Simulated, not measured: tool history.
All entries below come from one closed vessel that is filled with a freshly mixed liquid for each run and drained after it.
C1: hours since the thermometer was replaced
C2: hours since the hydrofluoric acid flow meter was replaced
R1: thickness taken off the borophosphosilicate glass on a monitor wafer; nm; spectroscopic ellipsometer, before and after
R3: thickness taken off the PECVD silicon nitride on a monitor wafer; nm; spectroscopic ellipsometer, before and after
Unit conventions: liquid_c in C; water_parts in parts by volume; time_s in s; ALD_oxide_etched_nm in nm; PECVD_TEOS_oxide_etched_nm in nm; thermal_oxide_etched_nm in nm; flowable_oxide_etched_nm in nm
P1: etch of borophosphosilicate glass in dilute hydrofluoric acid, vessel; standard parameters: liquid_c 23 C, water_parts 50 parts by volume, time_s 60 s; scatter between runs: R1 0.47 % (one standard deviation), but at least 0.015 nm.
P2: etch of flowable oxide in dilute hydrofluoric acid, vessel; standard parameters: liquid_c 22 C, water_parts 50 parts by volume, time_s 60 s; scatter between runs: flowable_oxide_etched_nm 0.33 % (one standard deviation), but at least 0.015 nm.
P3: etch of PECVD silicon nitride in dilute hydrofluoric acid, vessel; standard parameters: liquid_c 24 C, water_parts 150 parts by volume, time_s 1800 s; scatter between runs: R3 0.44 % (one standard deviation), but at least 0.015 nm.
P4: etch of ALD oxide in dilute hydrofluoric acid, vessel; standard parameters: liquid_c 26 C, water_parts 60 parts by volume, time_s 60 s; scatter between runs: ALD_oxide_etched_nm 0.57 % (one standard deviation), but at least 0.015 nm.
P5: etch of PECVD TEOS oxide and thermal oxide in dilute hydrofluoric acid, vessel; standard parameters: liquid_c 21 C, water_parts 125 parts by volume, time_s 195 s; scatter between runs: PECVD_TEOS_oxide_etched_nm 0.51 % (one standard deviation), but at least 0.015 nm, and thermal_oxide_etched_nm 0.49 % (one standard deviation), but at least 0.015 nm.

{"run": 1, "day": 0.208, "process": "P1", "liquid_c": 23, "water_parts": 50, "time_s": 60, "C1": 1382.7, "C2": 218.7, "R1": 58.141}
{"run": 2, "day": 0.417, "process": "P4", "liquid_c": 29.5, "water_parts": 60, "time_s": 60, "C1": 1387.7, "C2": 223.7, "ALD_oxide_etched_nm": 25.528}
{"run": 3, "day": 0.683, "process": "P1", "liquid_c": 23, "water_parts": 50, "time_s": 60, "C1": 1394.1, "C2": 230.1, "R1": 57.874}
{"run": 4, "day": 0.917, "process": "P3", "liquid_c": 24, "water_parts": 205, "time_s": 1800, "C1": 1399.7, "C2": 235.7, "R3": 17.87}
{"run": 5, "day": 1.208, "process": "P5", "liquid_c": 17, "water_parts": 125, "time_s": 195, "C1": 1406.7, "C2": 242.7, "PECVD_TEOS_oxide_etched_nm": 31.687, "thermal_oxide_etched_nm": 5.3363}
{"run": 6, "day": 1.429, "process": "P1", "liquid_c": 18.5, "water_parts": 75, "time_s": 60, "C1": 1412, "C2": 248, "R1": 31.078}
{"run": 7, "day": 1.692, "process": "P1", "liquid_c": 23, "water_parts": 50, "time_s": 60, "C1": 1418.3, "C2": 254.3, "R1": 57.732}
{"run": 8, "day": 1.825, "process": "P1", "liquid_c": 23, "water_parts": 20, "time_s": 60, "C1": 1421.5, "C2": 257.5, "R1": 151.89}
{"run": 9, "day": 2.012, "process": "P4", "liquid_c": 26, "water_parts": 60, "time_s": 60, "C1": 1426, "C2": 262, "ALD_oxide_etched_nm": 22.287}
{"run": 10, "day": 2.271, "process": "P5", "liquid_c": 21, "water_parts": 125, "time_s": 195, "C1": 1432.2, "C2": 268.2, "PECVD_TEOS_oxide_etched_nm": 37.51, "thermal_oxide_etched_nm": 6.291}
{"run": 11, "day": 2.412, "process": "P5", "liquid_c": 21, "water_parts": 210, "time_s": 195, "C1": 1435.6, "C2": 271.6, "PECVD_TEOS_oxide_etched_nm": 20.427, "thermal_oxide_etched_nm": 3.4}
{"run": 12, "day": 2.675, "process": "P1", "liquid_c": 23, "water_parts": 50, "time_s": 90, "C1": 1441.9, "C2": 277.9, "R1": 87.026}
{"run": 13, "day": 2.808, "process": "P1", "liquid_c": 17, "water_parts": 50, "time_s": 60, "C1": 1445.1, "C2": 281.1, "R1": 44.701}
{"run": 14, "day": 3.05, "process": "P1", "liquid_c": 23, "water_parts": 85, "time_s": 60, "C1": 1450.9, "C2": 286.9, "R1": 32.666}
{"run": 15, "day": 3.3, "process": "P1", "liquid_c": 23, "water_parts": 20, "time_s": 110, "C1": 1456.9, "C2": 292.9, "R1": 277.57}
{"run": 16, "day": 3.483, "process": "P3", "liquid_c": 24, "water_parts": 150, "time_s": 1800, "C1": 1461.3, "C2": 297.3, "R3": 24.146}
{"run": 17, "day": 3.738, "process": "P2", "liquid_c": 18, "water_parts": 50, "time_s": 60, "C1": 1467.4, "C2": 303.4, "flowable_oxide_etched_nm": 35.247}
{"day": 3.925, "done": "hydrofluoric acid flow meter replaced"}
{"run": 18, "day": 4.029, "process": "P5", "liquid_c": 21, "water_parts": 125, "time_s": 195, "C1": 1474.4, "C2": 2.6, "PECVD_TEOS_oxide_etched_nm": 37.553, "thermal_oxide_etched_nm": 6.2869}
{"run": 19, "day": 4.204, "process": "P2", "liquid_c": 22, "water_parts": 85, "time_s": 60, "C1": 1478.6, "C2": 6.8, "flowable_oxide_etched_nm": 23.487}
{"run": 20, "day": 4.358, "process": "P4", "liquid_c": 26, "water_parts": 60, "time_s": 110, "C1": 1482.3, "C2": 10.5, "ALD_oxide_etched_nm": 40.978}
{"run": 21, "day": 4.575, "process": "P2", "liquid_c": 22, "water_parts": 50, "time_s": 30, "C1": 1487.5, "C2": 15.7, "flowable_oxide_etched_nm": 20.92}
{"run": 22, "day": 4.75, "process": "P5", "liquid_c": 21, "water_parts": 125, "time_s": 30, "C1": 1491.7, "C2": 19.9, "PECVD_TEOS_oxide_etched_nm": 5.7779, "thermal_oxide_etched_nm": 0.99033}
{"run": 23, "day": 4.892, "process": "P1", "liquid_c": 23, "water_parts": 50, "time_s": 60, "C1": 1495.1, "C2": 23.3, "R1": 58.386}
{"run": 24, "day": 5.154, "process": "P3", "liquid_c": 19.5, "water_parts": 150, "time_s": 1800, "C1": 1501.4, "C2": 29.6, "R3": 18.036}
{"run": 25, "day": 5.338, "process": "P4", "liquid_c": 26, "water_parts": 85, "time_s": 60, "C1": 1505.8, "C2": 34, "ALD_oxide_etched_nm": 15.207}
{"run": 26, "day": 5.562, "process": "P2", "liquid_c": 22, "water_parts": 50, "time_s": 60, "C1": 1511.2, "C2": 39.4, "flowable_oxide_etched_nm": 41.731}
{"run": 27, "day": 5.754, "process": "P1", "liquid_c": 23, "water_parts": 50, "time_s": 60, "C1": 1515.8, "C2": 44, "R1": 58.269}
{"run": 28, "day": 5.95, "process": "P1", "liquid_c": 31, "water_parts": 50, "time_s": 60, "C1": 1520.5, "C2": 48.7, "R1": 80.326}
{"run": 29, "day": 6.108, "process": "P3", "liquid_c": 24, "water_parts": 150, "time_s": 875, "C1": 1524.3, "C2": 52.5, "R3": 11.811}
{"run": 30, "day": 6.371, "process": "P4", "liquid_c": 26, "water_parts": 60, "time_s": 60, "C1": 1530.6, "C2": 58.8, "ALD_oxide_etched_nm": 22.305}
{"run": 31, "day": 6.6, "process": "P1", "liquid_c": 23, "water_parts": 50, "time_s": 60, "C1": 1536.1, "C2": 64.3, "R1": 58.166}
{"run": 32, "day": 6.792, "process": "P1", "liquid_c": 23, "water_parts": 50, "time_s": 30, "C1": 1540.7, "C2": 68.9, "R1": 29.184}
{"run": 33, "day": 6.979, "process": "P1", "liquid_c": 23, "water_parts": 50, "time_s": 60, "C1": 1545.2, "C2": 73.4, "R1": 57.707}
{"run": 34, "day": 7.133, "process": "P1", "liquid_c": 23, "water_parts": 50, "time_s": 60, "C1": 1548.9, "C2": 77.1, "R1": 59.107}
{"run": 35, "day": 7.4, "process": "P1", "liquid_c": 23, "water_parts": 50, "time_s": 60, "C1": 1555.3, "C2": 83.5, "R1": 59.839}
{"run": 36, "day": 7.55, "process": "P1", "liquid_c": 23, "water_parts": 50, "time_s": 60, "C1": 1558.9, "C2": 87.1, "R1": 60.489}
{"run": 37, "day": 7.704, "process": "P1", "liquid_c": 23, "water_parts": 50, "time_s": 60, "C1": 1562.6, "C2": 90.8, "R1": 60.975}
{"run": 38, "day": 7.879, "process": "P1", "liquid_c": 23, "water_parts": 50, "time_s": 60, "C1": 1566.8, "C2": 95, "R1": 61.214}
{"run": 39, "day": 8.083, "process": "P1", "liquid_c": 23, "water_parts": 50, "time_s": 60, "C1": 1571.7, "C2": 99.9, "R1": 61.664}
{"run": 40, "day": 8.229, "process": "P1", "liquid_c": 23, "water_parts": 50, "time_s": 60, "C1": 1575.2, "C2": 103.4, "R1": 61.328}
{"run": 41, "day": 8.417, "process": "P1", "liquid_c": 23, "water_parts": 50, "time_s": 60, "C1": 1579.7, "C2": 107.9, "R1": 61.177}
{"run": 42, "day": 8.662, "process": "P1", "liquid_c": 23, "water_parts": 50, "time_s": 60, "C1": 1585.6, "C2": 113.8, "R1": 61.771}

What P1 gives has crept off from where it sat before. The 2 causes that follow fit the log equally well, each at the size noted:
A: hydrofluoric acid flow above the setpoint (%) = 5.54
B: liquid hotter than its thermometer reads (K) = 1.4
The gradual shift began around day 6.979.

Of the 4 check runs listed below, each run on one wafer and each result written as a question mark, which would let you distinguish the listed causes because they would give clearly different results?
{"run": "check 1", "day": 8.908, "process": "P4", "liquid_c": 26, "water_parts": 60, "time_s": 60, "ALD_oxide_etched_nm": "?"}
{"run": "check 2", "day": 8.908, "process": "P2", "liquid_c": 22, "water_parts": 50, "time_s": 60, "flowable_oxide_etched_nm": "?"}
{"run": "check 3", "day": 8.908, "process": "P3", "liquid_c": 24, "water_parts": 150, "time_s": 1800, "R3": "?"}
{"run": "check 4", "day": 8.908, "process": "P5", "liquid_c": 21, "water_parts": 125, "time_s": 195, "PECVD_TEOS_oxide_etched_nm": "?", "thermal_oxide_etched_nm": "?"}

Predicted outcomes, by check and by cause:
check=check_1 result=ALD_oxide_etched_nm if_A=23.571 if_B=23.516
check=check_2 result=flowable_oxide_etched_nm if_A=44.235 if_B=44.283
check=check_3 result=R3 if_A=25.622 if_B=26.574
check=check_4 result=PECVD_TEOS_oxide_etched_nm if_A=39.868 if_B=39.65
check=check_4 result=thermal_oxide_etched_nm if_A=6.6544 if_B=6.618
Distance between the nearest two causes, measured in the result of the check that separates them most: check 1 0.23 %; check 2 0.11 %; check 3 3.65 %; check 4 0.55 %
Only check 3 tells the causes apart: in the others they would give nearly the same result.

Here is what check 3 returned: R3 26.597 nm. Which cause is it?

B is the cause: liquid hotter than its thermometer reads (K).
